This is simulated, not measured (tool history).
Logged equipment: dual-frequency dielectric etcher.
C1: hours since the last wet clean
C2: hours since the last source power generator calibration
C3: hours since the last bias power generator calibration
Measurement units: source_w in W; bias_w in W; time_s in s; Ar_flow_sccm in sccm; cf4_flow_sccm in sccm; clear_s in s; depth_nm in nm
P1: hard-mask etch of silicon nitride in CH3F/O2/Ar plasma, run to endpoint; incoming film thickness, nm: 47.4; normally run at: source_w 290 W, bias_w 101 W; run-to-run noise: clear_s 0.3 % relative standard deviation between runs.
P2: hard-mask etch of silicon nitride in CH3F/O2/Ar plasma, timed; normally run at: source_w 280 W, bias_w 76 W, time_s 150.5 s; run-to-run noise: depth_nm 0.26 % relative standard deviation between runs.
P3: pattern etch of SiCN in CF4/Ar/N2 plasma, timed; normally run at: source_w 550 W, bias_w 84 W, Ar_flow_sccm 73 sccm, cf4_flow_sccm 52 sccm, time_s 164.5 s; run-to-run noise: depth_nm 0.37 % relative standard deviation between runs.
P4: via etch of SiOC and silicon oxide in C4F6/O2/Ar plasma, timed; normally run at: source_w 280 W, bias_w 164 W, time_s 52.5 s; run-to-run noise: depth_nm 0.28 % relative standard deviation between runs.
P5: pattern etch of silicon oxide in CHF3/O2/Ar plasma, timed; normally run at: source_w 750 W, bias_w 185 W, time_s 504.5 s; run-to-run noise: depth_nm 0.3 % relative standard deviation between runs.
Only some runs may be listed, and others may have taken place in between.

run 1 day=0.292 | process=P1 source_w=290 bias_w=101 | C1=459.9 C2=2250.7 C3=871.9 | clear_s=66.927
run 2 day=0.867 | process=P1 source_w=290 bias_w=101 | C1=473.7 C2=2264.5 C3=885.7 | clear_s=66.551
run 3 day=1.442 | process=P5 source_w=750 bias_w=236 time_s=504.5 | C1=487.5 C2=2278.3 C3=899.5 | depth_nm=1207.700
-- day=1.958 source power generator calibrated
run 4 day=1.983 | process=P2 source_w=380 bias_w=76 time_s=150.5 | C1=500.5 C2=0.7 C3=912.5 | depth_nm=106.630
run 5 day=2.362 | process=P4 source_w=280 bias_w=164 time_s=52.5 | C1=509.6 C2=9.8 C3=921.6 | depth_nm=50.893
run 6 day=2.700 | process=P3 source_w=550 bias_w=84 time_s=164.5 Ar_flow_sccm=73 cf4_flow_sccm=52 | C1=517.7 C2=17.9 C3=929.7 | depth_nm=181.740
run 7 day=3.025 | process=P1 source_w=340 bias_w=132 | C1=525.5 C2=25.7 C3=937.5 | clear_s=57.461
run 8 day=3.296 | process=P1 source_w=290 bias_w=101 | C1=532.0 C2=32.2 C3=944.0 | clear_s=66.794
run 9 day=3.721 | process=P1 source_w=360 bias_w=101 | C1=542.2 C2=42.4 C3=954.2 | clear_s=61.724
run 10 day=4.283 | process=P2 source_w=280 bias_w=76 time_s=150.5 | C1=555.7 C2=55.9 C3=967.7 | depth_nm=95.204
run 11 day=4.567 | process=P4 source_w=280 bias_w=214 time_s=52.5 | C1=562.5 C2=62.7 C3=974.5 | depth_nm=55.469
run 12 day=4.996 | process=P4 source_w=360 bias_w=164 time_s=52.5 | C1=572.8 C2=73.0 C3=984.8 | depth_nm=55.997
run 13 day=5.554 | process=P4 source_w=280 bias_w=164 time_s=52.5 | C1=586.2 C2=86.4 C3=998.2 | depth_nm=50.925
run 14 day=5.854 | process=P1 source_w=290 bias_w=126 | C1=593.4 C2=93.6 C3=1005.4 | clear_s=61.480
run 15 day=6.312 | process=P3 source_w=320 bias_w=84 time_s=164.5 Ar_flow_sccm=73 cf4_flow_sccm=52 | C1=604.4 C2=104.6 C3=1016.4 | depth_nm=112.820
run 16 day=6.829 | process=P1 source_w=290 bias_w=63 | C1=616.8 C2=117.0 C3=1028.8 | clear_s=79.365
run 17 day=7.196 | process=P1 source_w=200 bias_w=101 | C1=625.6 C2=125.8 C3=1037.6 | clear_s=76.756
run 18 day=7.571 | process=P3 source_w=550 bias_w=84 time_s=120.0 Ar_flow_sccm=73 cf4_flow_sccm=52 | C1=634.6 C2=134.8 C3=1046.6 | depth_nm=131.760
run 19 day=8.083 | process=P3 source_w=550 bias_w=84 time_s=164.5 Ar_flow_sccm=73 cf4_flow_sccm=52 | C1=646.9 C2=147.1 C3=1058.9 | depth_nm=181.840
run 20 day=8.488 | process=P3 source_w=550 bias_w=84 time_s=164.5 Ar_flow_sccm=73 cf4_flow_sccm=36 | C1=656.6 C2=156.8 C3=1068.6 | depth_nm=170.800
run 21 day=8.817 | process=P2 source_w=280 bias_w=102 time_s=150.5 | C1=664.5 C2=164.7 C3=1076.5 | depth_nm=105.950
run 22 day=9.333 | process=P2 source_w=280 bias_w=76 time_s=150.5 | C1=676.9 C2=177.1 C3=1088.9 | depth_nm=95.613
run 23 day=9.738 | process=P2 source_w=280 bias_w=76 time_s=188.0 | C1=686.6 C2=186.8 C3=1098.6 | depth_nm=119.290
run 24 day=10.217 | process=P1 source_w=290 bias_w=101 | C1=698.1 C2=198.3 C3=1110.1 | clear_s=66.813
run 25 day=10.717 | process=P3 source_w=550 bias_w=84 time_s=164.5 Ar_flow_sccm=96 cf4_flow_sccm=52 | C1=710.1 C2=210.3 C3=1122.1 | depth_nm=173.240
run 26 day=11.046 | process=P5 source_w=750 bias_w=185 time_s=504.5 | C1=718.0 C2=218.2 C3=1130.0 | depth_nm=1104.300
run 27 day=11.467 | process=P3 source_w=550 bias_w=108 time_s=164.5 Ar_flow_sccm=73 cf4_flow_sccm=52 | C1=728.1 C2=228.3 C3=1140.1 | depth_nm=196.740
run 28 day=11.942 | process=P5 source_w=440 bias_w=185 time_s=504.5 | C1=739.5 C2=239.7 C3=1151.5 | depth_nm=906.720
run 29 day=12.388 | process=P1 source_w=290 bias_w=101 | C1=750.2 C2=250.4 C3=1162.2 | clear_s=67.111
run 30 day=12.742 | process=P5 source_w=750 bias_w=185 time_s=325.0 | C1=758.7 C2=258.9 C3=1170.7 | depth_nm=713.730
run 31 day=13.075 | process=P4 source_w=280 bias_w=164 time_s=31.5 | C1=766.7 C2=266.9 C3=1178.7 | depth_nm=30.461
run 32 day=13.379 | process=P1 source_w=290 bias_w=101 | C1=774.0 C2=274.2 C3=1186.0 | clear_s=66.936
run 33 day=13.942 | process=P1 source_w=290 bias_w=101 | C1=787.5 C2=287.7 C3=1199.5 | clear_s=66.634
run 34 day=14.400 | process=P1 source_w=290 bias_w=101 | C1=798.5 C2=298.7 C3=1210.5 | clear_s=66.101
run 35 day=14.808 | process=P1 source_w=290 bias_w=101 | C1=808.3 C2=308.5 C3=1220.3 | clear_s=66.321
run 36 day=15.388 | process=P1 source_w=290 bias_w=101 | C1=822.2 C2=322.4 C3=1234.2 | clear_s=65.662
run 37 day=15.933 | process=P1 source_w=290 bias_w=101 | C1=835.3 C2=335.5 C3=1247.3 | clear_s=66.045
-- day=16.017 wet clean of the chamber
run 38 day=16.417 | process=P1 source_w=290 bias_w=101 | C1=9.7 C2=347.1 C3=1258.9 | clear_s=65.869
run 39 day=16.958 | process=P1 source_w=290 bias_w=101 | C1=22.7 C2=360.1 C3=1271.9 | clear_s=65.558

P1 has crept away from where it was. The log is fitted equally well by each of these 2 causes, at the sizes shown:
A: source power that arrives over what is set, % = 4.17
B: bias power that arrives over what is set, % = 4.09
The process output started creeping at around day 13.379.
Every other cause this tool's parts could produce, and why it does not fit the log:
chamber walls in a state that raises the etch rate, %: was serviced at day 16.017, once the creep was under way, yet the earlier output never came back

4 check runs are offered, each on 2 wafers whose results are averaged, their results left as question marks. Which one tells the causes apart?
run check 1 day=17.500 | process=P5 source_w=750 bias_w=185 time_s=504.5 | depth_nm=?
run check 2 day=17.500 | process=P3 source_w=550 bias_w=84 time_s=164.5 Ar_flow_sccm=73 cf4_flow_sccm=52 | depth_nm=?
run check 3 day=17.500 | process=P4 source_w=280 bias_w=164 time_s=52.5 | depth_nm=?
run check 4 day=17.500 | process=P2 source_w=280 bias_w=76 time_s=150.5 | depth_nm=?

Expected result of each check under each candidate cause:
check=check_1 result=depth_nm if_A=1125.900 if_B=1123.300
check=check_2 result=depth_nm if_A=187.330 if_B=183.320
check=check_3 result=depth_nm if_A=51.741 if_B=51.598
check=check_4 result=depth_nm if_A=96.672 if_B=96.578
Gap, in per cent, between the two causes that each check separates least, read from the result that separates them most: check 1 0.23 %; check 2 2.17 %; check 3 0.28 %; check 4 0.1 %
Only in check 2 would the causes give clearly different results; in the remaining checks their results would be nearly the same.

Check 2 has now been run. It gave: depth_nm 187.520 nm. Which of the candidate causes is it?

Of the candidate causes, it is A: source power that arrives over what is set, %.
